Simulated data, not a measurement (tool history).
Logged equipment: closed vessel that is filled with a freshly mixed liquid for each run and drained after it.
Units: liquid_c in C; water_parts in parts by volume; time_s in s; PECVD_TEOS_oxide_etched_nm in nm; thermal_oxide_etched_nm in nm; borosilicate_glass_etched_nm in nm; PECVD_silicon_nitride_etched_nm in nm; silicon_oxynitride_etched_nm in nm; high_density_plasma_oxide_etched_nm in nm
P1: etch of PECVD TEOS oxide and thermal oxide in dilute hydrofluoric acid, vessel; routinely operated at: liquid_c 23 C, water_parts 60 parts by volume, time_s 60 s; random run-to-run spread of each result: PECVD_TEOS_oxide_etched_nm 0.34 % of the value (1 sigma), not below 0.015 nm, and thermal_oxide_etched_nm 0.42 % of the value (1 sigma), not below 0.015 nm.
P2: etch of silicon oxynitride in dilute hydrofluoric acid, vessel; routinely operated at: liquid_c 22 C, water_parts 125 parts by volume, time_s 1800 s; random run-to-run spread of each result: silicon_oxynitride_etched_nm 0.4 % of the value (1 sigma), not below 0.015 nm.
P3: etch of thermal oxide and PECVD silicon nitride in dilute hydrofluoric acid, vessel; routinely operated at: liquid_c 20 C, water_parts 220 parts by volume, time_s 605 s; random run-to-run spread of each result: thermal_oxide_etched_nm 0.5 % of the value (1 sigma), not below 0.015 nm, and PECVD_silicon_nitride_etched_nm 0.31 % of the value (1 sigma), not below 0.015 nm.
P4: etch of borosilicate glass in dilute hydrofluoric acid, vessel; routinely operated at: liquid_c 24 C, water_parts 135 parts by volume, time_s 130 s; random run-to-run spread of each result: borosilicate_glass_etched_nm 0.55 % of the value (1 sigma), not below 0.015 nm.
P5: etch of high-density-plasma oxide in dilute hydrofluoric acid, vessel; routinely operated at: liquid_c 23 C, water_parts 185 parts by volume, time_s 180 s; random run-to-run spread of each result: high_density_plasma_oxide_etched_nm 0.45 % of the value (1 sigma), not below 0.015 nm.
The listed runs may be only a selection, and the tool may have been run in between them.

| run | hour | process | liquid_c | water_parts | time_s | hours since the thermometer was replaced | hours since the hydrofluoric acid flow meter was replaced | PECVD_TEOS_oxide_etched_nm | thermal_oxide_etched_nm | borosilicate_glass_etched_nm | PECVD_silicon_nitride_etched_nm | silicon_oxynitride_etched_nm | high_density_plasma_oxide_etched_nm |
|---|---|---|---|---|---|---|---|---|---|---|---|---|---|
| 1 | 13.8 | P1 | 23 | 60 | 60 | 901.3 | 447.6 | 19.555 | 4.7652 |  |  |  |  |
| 2 | 21.5 | P4 | 24 | 135 | 130 | 909 | 455.3 |  |  | 26.683 |  |  |  |
| 3 | 29.7 | P1 | 23 | 60 | 60 | 917.2 | 463.5 | 19.565 | 4.7544 |  |  |  |  |
| 4 | 43.5 | P3 | 20 | 220 | 605 | 931 | 477.3 |  | 9.9883 |  | 7.5896 |  |  |
| 5 | 53.8 | P1 | 17.5 | 60 | 35 | 941.3 | 487.6 | 9.0584 | 2.2405 |  |  |  |  |
| 6 | 65.6 | P1 | 23 | 60 | 60 | 953.1 | 499.4 | 19.55 | 4.7905 |  |  |  |  |
| 7 | 72.6 | P2 | 22 | 125 | 2590 | 960.1 | 506.4 |  |  |  |  | 27.743 |  |
| 8 | 86.9 | P1 | 23 | 60 | 60 | 974.4 | 520.7 | 19.49 | 4.8145 |  |  |  |  |
| 9 | 100.4 | P3 | 20 | 220 | 125 | 987.9 | 534.2 |  | 2.0454 |  | 1.5719 |  |  |
| 10 | 109.5 | P2 | 30 | 125 | 1800 | 997 | 543.3 |  |  |  |  | 27.945 |  |
| 11 | 121.3 | P3 | 27.5 | 220 | 605 | 1008.8 | 555.1 |  | 13.244 |  | 12.21 |  |  |
| 12 | 129.8 | P1 | 18 | 60 | 30 | 1017.3 | 563.6 | 7.9617 | 1.9114 |  |  |  |  |
| 13 | 137.4 | P4 | 24 | 135 | 130 | 1024.9 | 571.2 |  |  | 26.796 |  |  |  |
| 14 | 150.6 | P1 | 17 | 60 | 60 | 1038.1 | 584.4 | 15.152 | 3.6963 |  |  |  |  |
| 15 | 157.8 | P5 | 23 | 185 | 30 | 1045.3 | 591.6 |  |  |  |  |  | 0.76367 |
| 16 | 168.9 | P5 | 23 | 50 | 180 | 1056.4 | 602.7 |  |  |  |  |  | 20.348 |
| 17 | 175.8 | P2 | 22 | 200 | 1800 | 1063.3 | 609.6 |  |  |  |  | 11.469 |  |
| 18 | 187.1 | P2 | 22 | 125 | 1800 | 1074.6 | 620.9 |  |  |  |  | 19.479 |  |
| 19 | 194.8 | P5 | 17 | 185 | 180 | 1082.3 | 628.6 |  |  |  |  |  | 3.7704 |
|  | 202.7 | hydrofluoric acid flow meter replaced |
| 20 | 206.7 | P1 | 23 | 60 | 60 | 1094.2 | 4.1 | 19.631 | 4.8358 |  |  |  |  |
| 21 | 213.3 | P5 | 23 | 185 | 180 | 1100.8 | 10.7 |  |  |  |  |  | 4.7062 |
| 22 | 227 | P1 | 28 | 60 | 60 | 1114.5 | 24.4 | 24.016 | 5.804 |  |  |  |  |
| 23 | 236.8 | P1 | 23 | 60 | 30 | 1124.3 | 34.2 | 9.7412 | 2.4015 |  |  |  |  |
| 24 | 250.3 | P4 | 24 | 70 | 130 | 1137.8 | 47.7 |  |  | 55.253 |  |  |  |
| 25 | 263.9 | P3 | 20 | 350 | 605 | 1151.4 | 61.3 |  | 5.6049 |  | 4.8601 |  |  |
| 26 | 272.2 | P1 | 23 | 60 | 105 | 1159.7 | 69.6 | 33.989 | 8.4086 |  |  |  |  |
| 27 | 286.4 | P4 | 24 | 135 | 50 | 1173.9 | 83.8 |  |  | 10.282 |  |  |  |
| 28 | 301.2 | P1 | 23 | 60 | 60 | 1188.7 | 98.6 | 19.493 | 4.8074 |  |  |  |  |
| 29 | 315.1 | P1 | 23 | 40 | 60 | 1202.6 | 112.5 | 30.062 | 7.3842 |  |  |  |  |
| 30 | 322.3 | P1 | 23 | 90 | 95 | 1209.8 | 119.7 | 19.897 | 4.8811 |  |  |  |  |
| 31 | 331.3 | P1 | 23 | 110 | 60 | 1218.8 | 128.7 | 9.969 | 2.4424 |  |  |  |  |
| 32 | 343.6 | P4 | 17.5 | 135 | 130 | 1231.1 | 141 |  |  | 20.524 |  |  |  |
| 33 | 358.6 | P5 | 23 | 185 | 180 | 1246.1 | 156 |  |  |  |  |  | 4.6874 |
| 34 | 369.3 | P1 | 23 | 60 | 60 | 1256.8 | 166.7 | 19.574 | 4.7828 |  |  |  |  |
| 35 | 376 | P1 | 23 | 60 | 60 | 1263.5 | 173.4 | 19.522 | 4.7494 |  |  |  |  |
| 36 | 385.8 | P1 | 23 | 60 | 60 | 1273.3 | 183.2 | 19.177 | 4.6902 |  |  |  |  |
| 37 | 400.9 | P1 | 23 | 60 | 60 | 1288.4 | 198.3 | 18.894 | 4.6145 |  |  |  |  |
| 38 | 410.5 | P1 | 23 | 60 | 60 | 1298 | 207.9 | 18.657 | 4.5503 |  |  |  |  |
| 39 | 421.5 | P1 | 23 | 60 | 60 | 1309 | 218.9 | 18.527 | 4.4674 |  |  |  |  |
| 40 | 434.2 | P1 | 23 | 60 | 60 | 1321.7 | 231.6 | 18.365 | 4.5018 |  |  |  |  |
| 41 | 444.4 | P1 | 23 | 60 | 60 | 1331.9 | 241.8 | 18.43 | 4.5103 |  |  |  |  |
| 42 | 458.3 | P1 | 23 | 60 | 60 | 1345.8 | 255.7 | 18.358 | 4.4829 |  |  |  |  |
| 43 | 466.9 | P1 | 23 | 60 | 60 | 1354.4 | 264.3 | 18.386 | 4.4715 |  |  |  |  |
| 44 | 477.8 | P1 | 23 | 60 | 60 | 1365.3 | 275.2 | 18.355 | 4.4916 |  |  |  |  |
| 45 | 484.5 | P1 | 23 | 60 | 60 | 1372 | 281.9 | 18.337 | 4.478 |  |  |  |  |

Compared with where it was, what P1 gives has crept away. Each cause listed below fits the log as well as the rest, at the size given for it:
A: hydrofluoric acid flow below the setpoint (%) = 5.79
B: liquid colder than its thermometer reads (K) = 1.56
Creep in the process output first set in at about hour 376.

The check runs listed below each take one wafer, and their results are still question marks. Under which run would the listed causes lead to clearly different results?
| check 1 | 491.2 | P3 | 20 | 220 | 605 |  |  |  | ? |  | ? |  |  |
| check 2 | 491.2 | P2 | 22 | 125 | 1800 |  |  |  |  |  |  | ? |  |
| check 3 | 491.2 | P4 | 24 | 135 | 130 |  |  |  |  | ? |  |  |  |
| check 4 | 491.2 | P5 | 23 | 185 | 180 |  |  |  |  |  |  |  | ? |

Expected result of each check under each candidate cause:
| check | result | if A | if B |
|---|---|---|---|
| check 1 | thermal_oxide_etched_nm | 9.3222 | 9.4393 |
| check 1 | PECVD_silicon_nitride_etched_nm | 7.2023 | 6.8884 |
| check 2 | silicon_oxynitride_etched_nm | 18.173 | 18.009 |
| check 3 | borosilicate_glass_etched_nm | 24.872 | 25.086 |
| check 4 | high_density_plasma_oxide_etched_nm | 4.3759 | 4.4304 |
Smallest distance between any two causes, each pair judged by its most separating result, in per cent: check 1 4.46 %; check 2 0.9 %; check 3 0.86 %; check 4 1.24 %
Of the check runs offered, only check 1 discriminates between the causes; the rest would read about the same regardless of which cause applies.

Check 1 was carried out, with these results: thermal_oxide_etched_nm 9.496 nm; PECVD_silicon_nitride_etched_nm 6.8763 nm. Which of the listed causes is responsible?

The correct cause is B, namely: liquid colder than its thermometer reads (K).
